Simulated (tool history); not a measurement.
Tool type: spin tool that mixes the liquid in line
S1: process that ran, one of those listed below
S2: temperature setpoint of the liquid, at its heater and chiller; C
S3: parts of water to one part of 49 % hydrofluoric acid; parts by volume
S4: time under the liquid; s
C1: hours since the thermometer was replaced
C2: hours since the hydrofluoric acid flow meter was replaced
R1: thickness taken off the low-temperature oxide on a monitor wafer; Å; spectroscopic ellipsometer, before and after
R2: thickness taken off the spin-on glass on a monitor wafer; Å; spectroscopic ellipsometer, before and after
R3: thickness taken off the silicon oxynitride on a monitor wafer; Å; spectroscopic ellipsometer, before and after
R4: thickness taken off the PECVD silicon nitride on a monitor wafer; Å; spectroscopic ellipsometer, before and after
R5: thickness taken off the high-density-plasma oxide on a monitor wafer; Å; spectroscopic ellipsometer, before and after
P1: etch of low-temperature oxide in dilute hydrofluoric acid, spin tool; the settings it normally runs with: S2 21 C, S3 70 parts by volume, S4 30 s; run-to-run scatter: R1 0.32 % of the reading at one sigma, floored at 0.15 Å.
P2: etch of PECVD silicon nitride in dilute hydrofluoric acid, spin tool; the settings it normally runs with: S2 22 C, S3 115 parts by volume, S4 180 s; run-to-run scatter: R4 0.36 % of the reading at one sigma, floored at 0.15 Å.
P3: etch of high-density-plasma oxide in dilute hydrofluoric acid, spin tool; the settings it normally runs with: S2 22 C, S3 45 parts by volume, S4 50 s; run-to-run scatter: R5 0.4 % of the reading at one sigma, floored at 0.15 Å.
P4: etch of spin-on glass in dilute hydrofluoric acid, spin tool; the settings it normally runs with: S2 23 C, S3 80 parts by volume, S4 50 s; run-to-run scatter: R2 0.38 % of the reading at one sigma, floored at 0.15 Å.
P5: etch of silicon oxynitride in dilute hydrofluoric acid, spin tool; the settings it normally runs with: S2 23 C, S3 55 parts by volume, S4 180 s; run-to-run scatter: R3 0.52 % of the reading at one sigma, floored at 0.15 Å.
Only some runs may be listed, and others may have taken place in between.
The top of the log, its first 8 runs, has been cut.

run     day  S1    S2   S3   S4      C1      C2      R1      R2      R3      R4      R5
  9   4.871  P2    22  115  180    1494   940.3                          59.624
 10   5.429  P1  26.5  115   30  1507.4   953.7  71.868
 11   5.829  P1    17   70   30    1517   963.3  84.468
 12   6.196  P4    17   80   50  1525.8   972.1          285.94
 13   6.875  P1    21   35   50  1542.1   988.4  348.02
 14   7.662  P1    21   70   30    1561  1007.3  100.03
 15   8.158  P5    23   55  180  1572.9  1019.2                  101.97
 16   8.679  P5    23   95  180  1585.4  1031.7                  57.284
 17   9.417  P2    22  115  280  1603.1  1049.4                          93.102
 18   9.962  P3    22   45   50  1616.2  1062.5                                  55.284
 19   10.55  P5    23   55  180  1630.3  1076.6                  100.81
 20    11.3  P2    22  215  180  1648.3  1094.6                          32.722
 21  11.908  P5    23   55   55  1662.9  1109.2                  31.144
 22  12.317  P1    21  105   30  1672.7    1119  63.883
     12.625  -- hydrofluoric acid flow meter replaced
 23  12.917  P3    22   25   50  1687.1     7.1                                  102.03
 24  13.538  P2    30  115  180    1702      22                          100.62
 25  13.954  P1    26   70   30    1712      32   122.4
 26  14.354  P2    22  115  180  1721.6    41.6                          60.172
 27  14.975  P3    22   45   25  1736.5    56.5                                  27.698
 28  15.333  P3  27.5   45   50  1745.1    65.1                                  69.651
 29  15.842  P4    23   80   50  1757.3    77.3          366.18
 30  16.242  P1    21   70   30  1766.9    86.9  100.52

What will run 31 give?
 31  17.042  P1  21  70  15  1786.1  106.1   ?

R1: 50.035 Å

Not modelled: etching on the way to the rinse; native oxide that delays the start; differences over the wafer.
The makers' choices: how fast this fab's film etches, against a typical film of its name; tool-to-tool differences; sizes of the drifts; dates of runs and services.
